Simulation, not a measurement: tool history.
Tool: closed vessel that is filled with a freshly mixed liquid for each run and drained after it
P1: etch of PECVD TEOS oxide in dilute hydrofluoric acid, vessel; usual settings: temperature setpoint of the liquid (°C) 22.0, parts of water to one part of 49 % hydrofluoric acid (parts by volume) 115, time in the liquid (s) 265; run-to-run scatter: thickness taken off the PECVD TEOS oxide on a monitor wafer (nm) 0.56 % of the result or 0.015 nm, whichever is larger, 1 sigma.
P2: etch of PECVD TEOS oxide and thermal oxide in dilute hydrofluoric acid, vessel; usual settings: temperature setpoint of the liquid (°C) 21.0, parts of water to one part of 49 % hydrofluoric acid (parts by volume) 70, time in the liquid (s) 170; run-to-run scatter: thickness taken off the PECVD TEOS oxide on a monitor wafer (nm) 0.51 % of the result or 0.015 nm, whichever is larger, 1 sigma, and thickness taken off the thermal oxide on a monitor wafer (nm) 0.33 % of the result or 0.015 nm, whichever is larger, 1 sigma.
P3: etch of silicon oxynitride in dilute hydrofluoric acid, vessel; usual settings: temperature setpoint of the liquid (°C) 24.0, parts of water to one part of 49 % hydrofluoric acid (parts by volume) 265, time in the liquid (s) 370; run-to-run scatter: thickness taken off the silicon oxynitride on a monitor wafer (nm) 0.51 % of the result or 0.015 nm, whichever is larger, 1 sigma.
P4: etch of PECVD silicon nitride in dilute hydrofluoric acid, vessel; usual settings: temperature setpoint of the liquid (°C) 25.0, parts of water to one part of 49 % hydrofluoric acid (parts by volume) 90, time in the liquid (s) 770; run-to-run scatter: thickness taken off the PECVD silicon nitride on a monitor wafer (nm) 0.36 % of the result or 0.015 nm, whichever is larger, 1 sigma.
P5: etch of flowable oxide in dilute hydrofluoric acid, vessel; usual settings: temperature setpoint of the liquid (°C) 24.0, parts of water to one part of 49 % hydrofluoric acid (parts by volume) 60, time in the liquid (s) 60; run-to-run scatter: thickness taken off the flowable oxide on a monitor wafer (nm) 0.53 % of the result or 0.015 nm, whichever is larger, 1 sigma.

run	hour	process that ran	temperature setpoint of the liquid (°C)	parts of water to one part of 49 % hydrofluoric acid (parts by volume)	time in the liquid (s)	thickness taken off the PECVD TEOS oxide on a monitor wafer (nm)	thickness taken off the thermal oxide on a monitor wafer (nm)	thickness taken off the PECVD silicon nitride on a monitor wafer (nm)	thickness taken off the silicon oxynitride on a monitor wafer (nm)	thickness taken off the flowable oxide on a monitor wafer (nm)
1	13.7	P1	22.0	115	265	50.0380				
2	31.3	P2	21.0	70	30	3.3711	1.9746			
3	44.2	P1	22.0	115	265	49.5030				
4	52.8	P1	26.5	115	265	59.4010				
5	66.7	P4	20.5	90	770			12.938		
6	75.4	P1	22.0	115	265	50.0400				
7	89.8	P2	21.0	70	170	18.9920	11.1910			
8	105.8	P1	22.0	115	265	49.6020				
9	117.3	P3	24.0	425	370				2.825	
10	126.7	P5	24.0	110	60					25.056
11	136.6	P5	24.0	60	60					49.208
12	148.0	P1	17.5	115	160	25.1490				
13	160.5	P2	21.0	70	170	19.0430	11.1540			
14	171.8	P2	21.0	35	170	39.9200	23.3190			
15	185.0	P4	25.0	45	770			34.736		
16	195.7	P1	17.0	115	265	40.6430				
17	213.0	P4	25.0	90	770			17.480		
18	229.9	P5	24.0	60	115					94.805
19	248.8	P4	25.0	90	1415			32.100		
20	259.1	P1	17.0	60	265	82.5750				

Run 21 comes next. What will it give?
21	272.7	P5	31.0	60	60					?

thickness taken off the flowable oxide on a monitor wafer (nm): 64.595

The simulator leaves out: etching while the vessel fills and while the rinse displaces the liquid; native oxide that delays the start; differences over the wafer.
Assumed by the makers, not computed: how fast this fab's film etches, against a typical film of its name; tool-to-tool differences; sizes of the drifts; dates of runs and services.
